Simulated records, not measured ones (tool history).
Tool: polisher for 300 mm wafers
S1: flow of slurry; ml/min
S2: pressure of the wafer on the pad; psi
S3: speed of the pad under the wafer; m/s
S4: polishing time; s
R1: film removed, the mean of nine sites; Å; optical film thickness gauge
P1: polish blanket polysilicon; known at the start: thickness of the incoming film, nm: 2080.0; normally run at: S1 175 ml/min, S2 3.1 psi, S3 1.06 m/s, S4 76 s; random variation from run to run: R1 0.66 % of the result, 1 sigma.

Run 1, day 0.192: S1 175 ml/min, S2 3.1 psi, S3 1.06 m/s, S4 76 s. Result: R1 7797.3 Å.
Run 2, day 0.375: S1 235 ml/min, S2 4.2 psi, S3 1.06 m/s, S4 76 s. Result: R1 10956.0 Å.
At day 0.396: slurry nozzle cleaned.
Run 3, day 0.588: S1 175 ml/min, S2 3.1 psi, S3 1.06 m/s, S4 42 s. Result: R1 4292.2 Å.
Run 4, day 0.821: S1 175 ml/min, S2 2.1 psi, S3 1.06 m/s, S4 76 s. Result: R1 5258.6 Å.
Run 5, day 1.042: S1 175 ml/min, S2 3.1 psi, S3 0.48 m/s, S4 76 s. Result: R1 3580.1 Å.
At day 1.312: head pressure recalibrated.
Run 6, day 1.338: S1 175 ml/min, S2 4.9 psi, S3 1.06 m/s, S4 76 s. Result: R1 12332.0 Å.
Run 7, day 1.588: S1 175 ml/min, S2 3.1 psi, S3 1.06 m/s, S4 76 s. Result: R1 7836.0 Å.
Run 8, day 1.729: S1 175 ml/min, S2 3.1 psi, S3 1.06 m/s, S4 76 s. Result: R1 7781.7 Å.
Run 9, day 1.996: S1 175 ml/min, S2 3.1 psi, S3 0.52 m/s, S4 104 s. Result: R1 5205.2 Å.
Run 10, day 2.204: S1 175 ml/min, S2 3.1 psi, S3 1.06 m/s, S4 111 s. Result: R1 11386.0 Å.
Run 11, day 2.467: S1 105 ml/min, S2 3.1 psi, S3 1.06 m/s, S4 76 s. Result: R1 7081.0 Å.
Run 12, day 2.750: S1 175 ml/min, S2 3.1 psi, S3 1.06 m/s, S4 76 s. Result: R1 7859.1 Å.
Run 13, day 2.933: S1 175 ml/min, S2 3.1 psi, S3 1.06 m/s, S4 76 s. Result: R1 7830.9 Å.
Run 14, day 3.108: S1 225 ml/min, S2 3.1 psi, S3 1.06 m/s, S4 76 s. Result: R1 8107.8 Å.

Forecast run 15:
Run 15, day 3.246: S1 175 ml/min, S2 3.1 psi, S3 1.60 m/s, S4 76 s. Result: R1 ?.

{"run 15": {"R1": 11788.0}}

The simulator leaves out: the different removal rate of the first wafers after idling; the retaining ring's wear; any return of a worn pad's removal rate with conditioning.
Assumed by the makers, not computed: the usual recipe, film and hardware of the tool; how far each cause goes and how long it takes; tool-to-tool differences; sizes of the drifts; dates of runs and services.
